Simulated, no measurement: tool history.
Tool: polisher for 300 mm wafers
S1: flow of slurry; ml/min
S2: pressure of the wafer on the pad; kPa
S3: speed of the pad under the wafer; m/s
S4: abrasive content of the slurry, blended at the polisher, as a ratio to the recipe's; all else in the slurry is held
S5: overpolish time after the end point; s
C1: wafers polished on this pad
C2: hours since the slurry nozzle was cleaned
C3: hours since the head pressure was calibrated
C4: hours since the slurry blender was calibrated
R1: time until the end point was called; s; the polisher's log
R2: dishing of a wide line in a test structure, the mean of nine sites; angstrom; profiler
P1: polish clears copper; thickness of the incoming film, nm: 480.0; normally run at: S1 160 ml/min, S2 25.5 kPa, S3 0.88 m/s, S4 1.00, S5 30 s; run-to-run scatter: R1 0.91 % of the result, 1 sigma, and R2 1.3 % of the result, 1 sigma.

run 1 hour=16.9 | S1=160 S2=25.5 S3=0.88 S4=1.00 S5=30 | C1=157 C2=268.2 C3=801.4 C4=199.1 | R1=134.970 R2=458.63
run 2 hour=30.1 | S1=105 S2=25.5 S3=0.88 S4=1.35 S5=30 | C1=213 C2=281.4 C3=814.6 C4=212.3 | R1=136.740 R2=450.03
run 3 hour=39.5 | S1=160 S2=25.5 S3=0.88 S4=1.45 S5=30 | C1=253 C2=290.8 C3=824.0 C4=221.7 | R1=125.120 R2=474.97
run 4 hour=52.2 | S1=160 S2=25.5 S3=1.38 S4=1.00 S5=30 | C1=307 C2=303.5 C3=836.7 C4=234.4 | R1=86.196 R2=534.32
run 5 hour=68.7 | S1=160 S2=25.5 S3=0.88 S4=1.00 S5=10 | C1=376 C2=320.0 C3=853.2 C4=250.9 | R1=134.870 R2=217.98
run 6 hour=78.6 | S1=160 S2=25.5 S3=0.88 S4=1.00 S5=30 | C1=418 C2=329.9 C3=863.1 C4=260.8 | R1=134.600 R2=443.37
run 7 hour=86.8 | S1=160 S2=25.5 S3=0.88 S4=0.65 S5=30 | C1=453 C2=338.1 C3=871.3 C4=269.0 | R1=148.300 R2=438.52
run 8 hour=104.3 | S1=160 S2=32.4 S3=0.54 S4=1.00 S5=30 | C1=527 C2=355.6 C3=888.8 C4=286.5 | R1=176.470 R2=405.17
run 9 hour=121.1 | S1=160 S2=25.5 S3=0.88 S4=1.00 S5=59 | C1=598 C2=372.4 C3=905.6 C4=303.3 | R1=134.760 R2=566.47
run 10 hour=130.1 | S1=225 S2=25.5 S3=0.88 S4=1.00 S5=30 | C1=637 C2=381.4 C3=914.6 C4=312.3 | R1=129.760 R2=473.16
run 11 hour=137.7 | S1=160 S2=36.5 S3=0.88 S4=1.00 S5=30 | C1=669 C2=389.0 C3=922.2 C4=319.9 | R1=95.153 R2=529.96
run 12 hour=148.3 | S1=160 S2=25.5 S3=0.88 S4=1.00 S5=30 | C1=714 C2=399.6 C3=932.8 C4=330.5 | R1=137.360 R2=449.12
run 13 hour=162.5 | S1=160 S2=25.5 S3=0.48 S4=1.00 S5=30 | C1=774 C2=413.8 C3=947.0 C4=344.7 | R1=248.440 R2=321.24
run 14 hour=174.8 | S1=160 S2=15.2 S3=0.88 S4=1.00 S5=30 | C1=826 C2=426.1 C3=959.3 C4=357.0 | R1=229.700 R2=332.24
-- hour=175.0 slurry nozzle cleaned
run 15 hour=184.1 | S1=160 S2=25.5 S3=0.88 S4=1.20 S5=14 | C1=865 C2=9.1 C3=968.6 C4=366.3 | R1=131.990 R2=298.86
run 16 hour=194.0 | S1=95 S2=25.5 S3=0.88 S4=1.00 S5=30 | C1=907 C2=19.0 C3=978.5 C4=376.2 | R1=152.240 R2=425.42
run 17 hour=210.2 | S1=160 S2=25.5 S3=0.88 S4=1.00 S5=30 | C1=976 C2=35.2 C3=994.7 C4=392.4 | R1=137.800 R2=450.02
run 18 hour=223.7 | S1=160 S2=25.5 S3=0.88 S4=1.00 S5=30 | C1=1033 C2=48.7 C3=1008.2 C4=405.9 | R1=134.770 R2=456.02
run 19 hour=239.1 | S1=160 S2=25.5 S3=0.88 S4=1.00 S5=30 | C1=1098 C2=64.1 C3=1023.6 C4=421.3 | R1=134.250 R2=460.13
run 20 hour=252.4 | S1=160 S2=25.5 S3=0.88 S4=1.00 S5=30 | C1=1155 C2=77.4 C3=1036.9 C4=434.6 | R1=141.540 R2=442.35
run 21 hour=268.9 | S1=160 S2=25.5 S3=0.88 S4=1.00 S5=30 | C1=1225 C2=93.9 C3=1053.4 C4=451.1 | R1=146.010 R2=451.55
run 22 hour=283.1 | S1=160 S2=25.5 S3=0.88 S4=1.00 S5=30 | C1=1285 C2=108.1 C3=1067.6 C4=465.3 | R1=146.550 R2=432.73
run 23 hour=300.5 | S1=160 S2=25.5 S3=0.88 S4=1.00 S5=30 | C1=1359 C2=125.5 C3=1085.0 C4=482.7 | R1=146.450 R2=434.94
-- hour=303.9 slurry blender recalibrated
-- hour=311.4 head pressure recalibrated
run 24 hour=314.2 | S1=160 S2=25.5 S3=0.88 S4=1.00 S5=30 | C1=1417 C2=139.2 C3=2.9 C4=10.3 | R1=148.630 R2=436.70
run 25 hour=329.4 | S1=160 S2=25.5 S3=0.88 S4=1.00 S5=30 | C1=1481 C2=154.4 C3=18.1 C4=25.5 | R1=148.560 R2=445.23
run 26 hour=339.3 | S1=160 S2=25.5 S3=0.88 S4=1.00 S5=30 | C1=1523 C2=164.3 C3=28.0 C4=35.4 | R1=148.800 R2=428.43
run 27 hour=347.4 | S1=160 S2=25.5 S3=0.88 S4=1.00 S5=30 | C1=1557 C2=172.4 C3=36.1 C4=43.5 | R1=149.220 R2=428.61
run 28 hour=355.0 | S1=160 S2=25.5 S3=0.88 S4=1.00 S5=30 | C1=1589 C2=180.0 C3=43.7 C4=51.1 | R1=149.620 R2=431.50

What P1 gives has crept away from where it was. These 2 causes fit the log equally well, each at the size given:
A: removal rate lost through wear of the pad, % = 9.14
B: slurry flow missing at the pad, % = 37.5
The creep began at about hour 239.1.
Why every other cause is out:
head's pressure below its setpoint, %: serviced at hour 311.4, which brought nothing back
abrasive missing from the slurry, %: serviced at hour 303.9, which brought nothing back

4 check runs are offered, each on 2 wafers whose results are averaged, their results left as question marks. Which one tells the causes apart?
run check 1 hour=362.6 | S1=160 S2=25.5 S3=0.88 S4=1.00 S5=43 | R1=? R2=?
run check 2 hour=362.6 | S1=160 S2=25.5 S3=0.88 S4=1.45 S5=57 | R1=? R2=?
run check 3 hour=362.6 | S1=95 S2=25.5 S3=1.22 S4=1.00 S5=30 | R1=? R2=?
run check 4 hour=362.6 | S1=160 S2=25.5 S3=1.20 S4=1.00 S5=30 | R1=? R2=?

What each check would give under each cause:
check=check_1 result=R1 if_A=149.360 if_B=149.350
check=check_1 result=R2 if_A=503.89 if_B=503.91
check=check_2 result=R1 if_A=137.690 if_B=137.680
check=check_2 result=R2 if_A=557.27 if_B=557.28
check=check_3 result=R1 if_A=120.130 if_B=126.920
check=check_3 result=R2 if_A=477.36 if_B=466.44
check=check_4 result=R1 if_A=109.530 if_B=109.520
check=check_4 result=R2 if_A=494.89 if_B=494.91
How far apart the two closest causes lie, in the result that separates them most: check 1 0.01 %; check 2 0.01 %; check 3 5.5 %; check 4 0.01 %
Only check 3 tells the causes apart: in the others they would give nearly the same result.

Then check 3 was run and gave: R1 119.540 s; R2 470.36 angstrom. Which cause is it?

It is A: removal rate lost through wear of the pad, %.
